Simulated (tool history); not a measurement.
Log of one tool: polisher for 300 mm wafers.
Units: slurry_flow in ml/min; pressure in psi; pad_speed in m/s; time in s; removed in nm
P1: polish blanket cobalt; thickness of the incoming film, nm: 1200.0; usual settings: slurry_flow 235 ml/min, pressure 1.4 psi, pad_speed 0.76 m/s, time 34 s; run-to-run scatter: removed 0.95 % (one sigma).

run 1 day=0.533 | slurry_flow=235 pressure=1.4 pad_speed=0.76 time=34 | removed=76.042
run 2 day=0.9 | slurry_flow=235 pressure=1.4 pad_speed=0.76 time=34 | removed=76.443
run 3 day=1.35 | slurry_flow=235 pressure=1.4 pad_speed=0.76 time=54 | removed=121.51
run 4 day=1.654 | slurry_flow=235 pressure=1.4 pad_speed=0.76 time=34 | removed=76.978
run 5 day=2.179 | slurry_flow=140 pressure=1.4 pad_speed=0.76 time=34 | removed=71.312
run 6 day=2.704 | slurry_flow=235 pressure=1.4 pad_speed=1.1 time=17 | removed=56.429
run 7 day=2.967 | slurry_flow=235 pressure=2 pad_speed=0.76 time=34 | removed=107.9
run 8 day=3.421 | slurry_flow=235 pressure=1.4 pad_speed=0.76 time=16 | removed=36.495
-- day=3.521 head pressure recalibrated
run 9 day=3.925 | slurry_flow=235 pressure=1.4 pad_speed=0.76 time=34 | removed=76.819
run 10 day=4.288 | slurry_flow=235 pressure=1.4 pad_speed=1.18 time=34 | removed=118.97
run 11 day=4.558 | slurry_flow=235 pressure=0.6 pad_speed=0.52 time=34 | removed=22.704
run 12 day=4.908 | slurry_flow=330 pressure=1.4 pad_speed=0.76 time=34 | removed=80.284
run 13 day=5.25 | slurry_flow=235 pressure=0.6 pad_speed=0.76 time=34 | removed=33.691
run 14 day=5.642 | slurry_flow=235 pressure=1.4 pad_speed=0.76 time=34 | removed=76.293
run 15 day=5.967 | slurry_flow=235 pressure=1.4 pad_speed=0.76 time=34 | removed=78.536
run 16 day=6.333 | slurry_flow=235 pressure=2 pad_speed=0.76 time=23 | removed=74.93
run 17 day=6.579 | slurry_flow=235 pressure=1.4 pad_speed=0.56 time=34 | removed=55.698
run 18 day=7.017 | slurry_flow=235 pressure=1.4 pad_speed=0.76 time=34 | removed=77.813
run 19 day=7.512 | slurry_flow=235 pressure=1.4 pad_speed=0.76 time=34 | removed=73.76
run 20 day=7.796 | slurry_flow=235 pressure=1.4 pad_speed=0.76 time=34 | removed=73.711
run 21 day=8.179 | slurry_flow=235 pressure=1.4 pad_speed=0.76 time=34 | removed=73.467
run 22 day=8.496 | slurry_flow=235 pressure=1.4 pad_speed=0.76 time=34 | removed=71.247
-- day=8.612 worn pad replaced by a new one
run 23 day=9.004 | slurry_flow=235 pressure=1.4 pad_speed=0.76 time=34 | removed=73.516
run 24 day=9.267 | slurry_flow=235 pressure=1.4 pad_speed=0.76 time=34 | removed=72.597

What P1 gives has crept away from where it was. These 2 causes fit the log equally well, each at the size given:
A: slurry flow missing at the pad, % = 38.7
B: head's pressure below its setpoint, % = 6.87
The creep began at about day 7.017.
Why every other cause is out:
removal rate lost through wear of the pad, %: serviced at day 8.612, which brought nothing back

4 check runs are offered, each on 3 wafers whose results are averaged, their results left as question marks. Which one tells the causes apart?
run check 1 day=9.529 | slurry_flow=235 pressure=1.4 pad_speed=1.14 time=34 | removed=?
run check 2 day=9.529 | slurry_flow=140 pressure=1.4 pad_speed=0.76 time=34 | removed=?
run check 3 day=9.529 | slurry_flow=235 pressure=1.9 pad_speed=0.76 time=16 | removed=?
run check 4 day=9.529 | slurry_flow=235 pressure=0.6 pad_speed=0.76 time=43 | removed=?

What each check would give under each cause:
check=check_1 result=removed if_A=107.85 if_B=107.84
check=check_2 result=removed if_A=63.809 if_B=66.608
check=check_3 result=removed if_A=45.917 if_B=45.914
check=check_4 result=removed if_A=38.969 if_B=38.967
How far apart the two closest causes lie, in the result that separates them most: check 1 0.01 %; check 2 4.29 %; check 3 0.01 %; check 4 0.01 %
Check 2 tells the causes apart: in the others they would give nearly the same result.

Check 2 was then run and gave: removed 63.758 nm. Which cause is it?

It is A: slurry flow missing at the pad, %.

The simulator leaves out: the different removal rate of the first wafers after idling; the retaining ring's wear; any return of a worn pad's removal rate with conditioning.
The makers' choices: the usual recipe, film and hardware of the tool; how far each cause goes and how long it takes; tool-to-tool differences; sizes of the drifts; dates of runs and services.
